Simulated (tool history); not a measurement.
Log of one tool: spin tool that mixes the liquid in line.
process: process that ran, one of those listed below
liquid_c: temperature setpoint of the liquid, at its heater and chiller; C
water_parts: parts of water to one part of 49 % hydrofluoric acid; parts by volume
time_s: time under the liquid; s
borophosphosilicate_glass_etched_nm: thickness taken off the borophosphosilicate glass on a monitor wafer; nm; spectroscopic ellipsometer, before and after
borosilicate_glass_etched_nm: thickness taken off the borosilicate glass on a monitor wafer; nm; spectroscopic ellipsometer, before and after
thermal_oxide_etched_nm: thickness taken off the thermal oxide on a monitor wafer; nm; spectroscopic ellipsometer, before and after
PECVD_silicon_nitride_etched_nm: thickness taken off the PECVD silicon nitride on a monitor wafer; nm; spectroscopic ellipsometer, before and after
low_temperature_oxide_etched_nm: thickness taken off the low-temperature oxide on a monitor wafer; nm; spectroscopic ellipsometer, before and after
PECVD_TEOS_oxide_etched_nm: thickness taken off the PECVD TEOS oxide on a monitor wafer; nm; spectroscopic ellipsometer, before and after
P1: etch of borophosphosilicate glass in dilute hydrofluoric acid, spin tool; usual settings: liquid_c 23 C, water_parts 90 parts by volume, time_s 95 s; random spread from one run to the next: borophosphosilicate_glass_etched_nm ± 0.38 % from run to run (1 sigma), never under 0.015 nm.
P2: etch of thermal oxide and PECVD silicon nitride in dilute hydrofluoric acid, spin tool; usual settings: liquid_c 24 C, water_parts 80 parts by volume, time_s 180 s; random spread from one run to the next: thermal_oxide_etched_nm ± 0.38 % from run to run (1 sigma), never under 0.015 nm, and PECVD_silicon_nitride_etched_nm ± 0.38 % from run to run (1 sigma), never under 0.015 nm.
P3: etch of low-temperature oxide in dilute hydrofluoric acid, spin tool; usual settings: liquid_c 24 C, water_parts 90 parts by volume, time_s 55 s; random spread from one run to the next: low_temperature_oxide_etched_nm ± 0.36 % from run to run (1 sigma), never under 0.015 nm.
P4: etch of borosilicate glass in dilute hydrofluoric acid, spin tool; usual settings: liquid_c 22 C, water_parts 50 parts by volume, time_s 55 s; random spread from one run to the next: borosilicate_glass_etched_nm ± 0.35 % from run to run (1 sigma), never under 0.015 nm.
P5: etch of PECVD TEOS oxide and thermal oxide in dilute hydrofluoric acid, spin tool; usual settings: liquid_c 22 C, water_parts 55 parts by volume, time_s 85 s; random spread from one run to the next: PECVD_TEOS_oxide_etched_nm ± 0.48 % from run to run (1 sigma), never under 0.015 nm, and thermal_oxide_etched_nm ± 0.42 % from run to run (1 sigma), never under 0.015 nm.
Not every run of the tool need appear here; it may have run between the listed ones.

| run | day | process | liquid_c | water_parts | time_s | hours since the thermometer was replaced | hours since the hydrofluoric acid flow meter was replaced | borophosphosilicate_glass_etched_nm | borosilicate_glass_etched_nm | thermal_oxide_etched_nm | PECVD_silicon_nitride_etched_nm | low_temperature_oxide_etched_nm | PECVD_TEOS_oxide_etched_nm |
|---|---|---|---|---|---|---|---|---|---|---|---|---|---|
| 1 | 0.3 | P1 | 23 | 90 | 95 | 385.6 | 109.1 | 39.84 |  |  |  |  |  |
| 2 | 0.554 | P4 | 22 | 50 | 15 | 391.7 | 115.2 |  | 7.4571 |  |  |  |  |
| 3 | 0.771 | P1 | 23 | 25 | 95 | 396.9 | 120.4 | 156.42 |  |  |  |  |  |
| 4 | 1.225 | P2 | 24 | 135 | 180 | 407.8 | 131.3 |  |  | 6.2395 | 3.0889 |  |  |
| 5 | 1.638 | P1 | 23 | 90 | 95 | 417.7 | 141.2 | 39.775 |  |  |  |  |  |
| 6 | 1.942 | P3 | 24 | 40 | 55 | 425 | 148.5 |  |  |  |  | 29.034 |  |
| 7 | 2.288 | P1 | 23 | 135 | 95 | 433.3 | 156.8 | 25.346 |  |  |  |  |  |
| 8 | 2.662 | P1 | 18.5 | 90 | 95 | 442.3 | 165.8 | 33.27 |  |  |  |  |  |
| 9 | 2.888 | P1 | 23 | 90 | 95 | 447.7 | 171.2 | 40.105 |  |  |  |  |  |
| 10 | 3.308 | P3 | 24 | 90 | 55 | 457.8 | 181.3 |  |  |  |  | 12.111 |  |
| 11 | 3.583 | P1 | 28 | 90 | 95 | 464.4 | 187.9 | 48.992 |  |  |  |  |  |
| 12 | 3.992 | P1 | 23 | 145 | 135 | 474.2 | 197.7 | 33.161 |  |  |  |  |  |
| 13 | 4.417 | P5 | 22 | 55 | 85 | 484.4 | 207.9 |  |  | 7.0119 |  |  | 12.774 |
| 14 | 4.767 | P3 | 24 | 90 | 55 | 492.8 | 216.3 |  |  |  |  | 12.08 |  |
| 15 | 5.033 | P4 | 22 | 85 | 55 | 499.2 | 222.7 |  | 15.472 |  |  |  |  |
| 16 | 5.238 | P1 | 23 | 90 | 95 | 504.1 | 227.6 | 39.944 |  |  |  |  |  |
| 17 | 5.479 | P2 | 19 | 80 | 180 | 509.9 | 233.4 |  |  | 9.1133 | 3.7248 |  |  |
| 18 | 5.858 | P5 | 17 | 55 | 85 | 519 | 242.5 |  |  | 5.6636 |  |  | 10.419 |
| 19 | 6.242 | P1 | 26.5 | 40 | 95 | 528.2 | 251.7 | 110.73 |  |  |  |  |  |
| 20 | 6.488 | P4 | 22 | 50 | 55 | 534.1 | 257.6 |  | 27.243 |  |  |  |  |
| 21 | 6.904 | P1 | 23 | 90 | 95 | 544.1 | 267.6 | 39.83 |  |  |  |  |  |
| 22 | 7.3 | P1 | 23 | 90 | 95 | 553.6 | 277.1 | 39.96 |  |  |  |  |  |
| 23 | 7.538 | P5 | 22 | 105 | 85 | 559.3 | 282.8 |  |  | 3.4761 |  |  | 6.412 |
| 24 | 7.833 | P1 | 23 | 90 | 15 | 566.4 | 289.9 | 6.2705 |  |  |  |  |  |
| 25 | 8.142 | P1 | 17.5 | 130 | 95 | 573.8 | 297.3 | 21.061 |  |  |  |  |  |
| 26 | 8.475 | P1 | 23 | 90 | 95 | 581.8 | 305.3 | 40.135 |  |  |  |  |  |
| 27 | 8.775 | P4 | 26 | 50 | 55 | 589 | 312.5 |  | 32.365 |  |  |  |  |
| 28 | 8.975 | P3 | 24 | 90 | 15 | 593.8 | 317.3 |  |  |  |  | 3.3054 |  |
| 29 | 9.212 | P2 | 24 | 80 | 15 | 599.5 | 323 |  |  | 0.94737 | 0.43621 |  |  |
| 30 | 9.488 | P2 | 24 | 80 | 180 | 606.1 | 329.6 |  |  | 11.158 | 5.2256 |  |  |
| 31 | 9.783 | P5 | 22 | 55 | 130 | 613.2 | 336.7 |  |  | 10.667 |  |  | 19.767 |
| 32 | 10.171 | P1 | 23 | 90 | 155 | 622.5 | 346 | 65.328 |  |  |  |  |  |
| 33 | 10.492 | P3 | 18.5 | 90 | 55 | 630.2 | 353.7 |  |  |  |  | 9.6822 |  |
| 34 | 10.738 | P1 | 23 | 90 | 95 | 636.1 | 359.6 | 39.961 |  |  |  |  |  |
| 35 | 11.158 | P1 | 23 | 90 | 95 | 646.2 | 369.7 | 38.528 |  |  |  |  |  |
| 36 | 11.554 | P1 | 23 | 90 | 95 | 655.7 | 379.2 | 37.886 |  |  |  |  |  |
| 37 | 11.867 | P1 | 23 | 90 | 95 | 663.2 | 386.7 | 37.363 |  |  |  |  |  |
| 38 | 12.15 | P1 | 23 | 90 | 95 | 670 | 393.5 | 37.529 |  |  |  |  |  |
| 39 | 12.462 | P1 | 23 | 90 | 95 | 677.5 | 401 | 37.273 |  |  |  |  |  |
| 40 | 12.771 | P1 | 23 | 90 | 95 | 684.9 | 408.4 | 37.198 |  |  |  |  |  |
| 41 | 13.083 | P1 | 23 | 90 | 95 | 692.4 | 415.9 | 37.495 |  |  |  |  |  |
| 42 | 13.279 | P1 | 23 | 90 | 95 | 697.1 | 420.6 | 37.528 |  |  |  |  |  |

The output of P1 has drifted from where it used to be. Each of the 2 causes below, taken at the size shown beside it, accounts for the log equally well:
A: liquid colder than its thermometer reads (K) = 1.72
B: hydrofluoric acid flow below the setpoint (%) = 6.07
Creep in the process output first set in at about day 10.738.

Of the 4 check runs below, each run on 5 wafers with the results averaged and each result still a question mark, which one would tell the listed causes apart?
| check 1 | 13.475 | P5 | 22 | 75 | 85 |  |  |  |  | ? |  |  | ? |
| check 2 | 13.475 | P2 | 24 | 80 | 40 |  |  |  |  | ? | ? |  |  |
| check 3 | 13.475 | P4 | 22 | 80 | 25 |  |  |  | ? |  |  |  |  |
| check 4 | 13.475 | P3 | 20 | 90 | 55 |  |  |  |  |  |  | ? |  |

What every check run would give for each of its results, assuming each possible cause in turn:
| check | result | if A | if B |
|---|---|---|---|
| check 1 | thermal_oxide_etched_nm | 4.6681 | 4.6802 |
| check 1 | PECVD_TEOS_oxide_etched_nm | 8.5642 | 8.5864 |
| check 2 | thermal_oxide_etched_nm | 2.3331 | 2.3344 |
| check 2 | PECVD_silicon_nitride_etched_nm | 1.0369 | 1.0938 |
| check 3 | borosilicate_glass_etched_nm | 6.9695 | 6.9837 |
| check 4 | low_temperature_oxide_etched_nm | 9.5804 | 9.6036 |
Per check, the gap between the least separated pair of causes, taken in the result that splits them most: check 1 0.26 %; check 2 5.34 %; check 3 0.2 %; check 4 0.24 %
Only in check 2 would the causes give clearly different results; in the remaining checks their results would be nearly the same.

Then check 2 was run and gave: thermal_oxide_etched_nm 2.3447 nm; PECVD_silicon_nitride_etched_nm 1.0351 nm. Which cause is it?

Of the candidate causes, it is A: liquid colder than its thermometer reads (K).
